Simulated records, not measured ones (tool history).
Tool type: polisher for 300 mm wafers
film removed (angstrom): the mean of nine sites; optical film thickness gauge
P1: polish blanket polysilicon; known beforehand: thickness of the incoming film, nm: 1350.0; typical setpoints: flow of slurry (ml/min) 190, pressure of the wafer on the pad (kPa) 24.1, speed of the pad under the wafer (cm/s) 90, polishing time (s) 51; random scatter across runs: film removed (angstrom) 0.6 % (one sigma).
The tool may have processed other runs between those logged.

run	hour	flow of slurry (ml/min)	pressure of the wafer on the pad (kPa)	speed of the pad under the wafer (cm/s)	polishing time (s)	wafers polished on this pad	hours since the slurry nozzle was cleaned	hours since the head pressure was calibrated	film removed (angstrom)
1	4.6	190	24.1	90	51	731	108.8	420.2	5500.9
2	10.3	190	24.1	50	51	780	114.5	425.9	3090.9
3	15.9	190	14.5	90	67	828	120.1	431.5	4343.3
4	22.7	190	24.1	90	29	887	126.9	438.3	3134.2
5	27.6	190	24.1	142	51	929	131.8	443.2	8725.7
6	33.3	190	24.1	90	77	979	137.5	448.9	8284.8
7	38.3	190	11	90	51	1022	142.5	453.9	2514.4
8	43.4	190	24.1	90	51	1066	147.6	459	5506
9	47.1	295	24.1	90	51	1098	151.3	462.7	5792.3
10	51.5	190	24.1	90	51	1136	155.7	467.1	5519.7
11	55.6	190	24.1	90	51	1171	159.8	471.2	5474.4
12	60.3	115	24.1	90	51	1212	164.5	475.9	5058.5
13	65.8	190	24.1	90	51	1259	170	481.4	5566
14	69.3	255	30.3	90	51	1289	173.5	484.9	7259.7
15	76.8	190	24.1	90	51	1354	181	492.4	5526.7
16	81.7	190	24.1	90	51	1396	185.9	497.3	5536.4
17	87.8	190	35.2	90	51	1449	192	503.4	8113.6
18	94.3	190	24.1	120	36	1505	198.5	509.9	5103.4

Predict the results of run 19:
19	98.3	190	24.1	90	51	1540	202.5	513.9	?

{"run 19": {"film removed (angstrom)": 5527.6}}
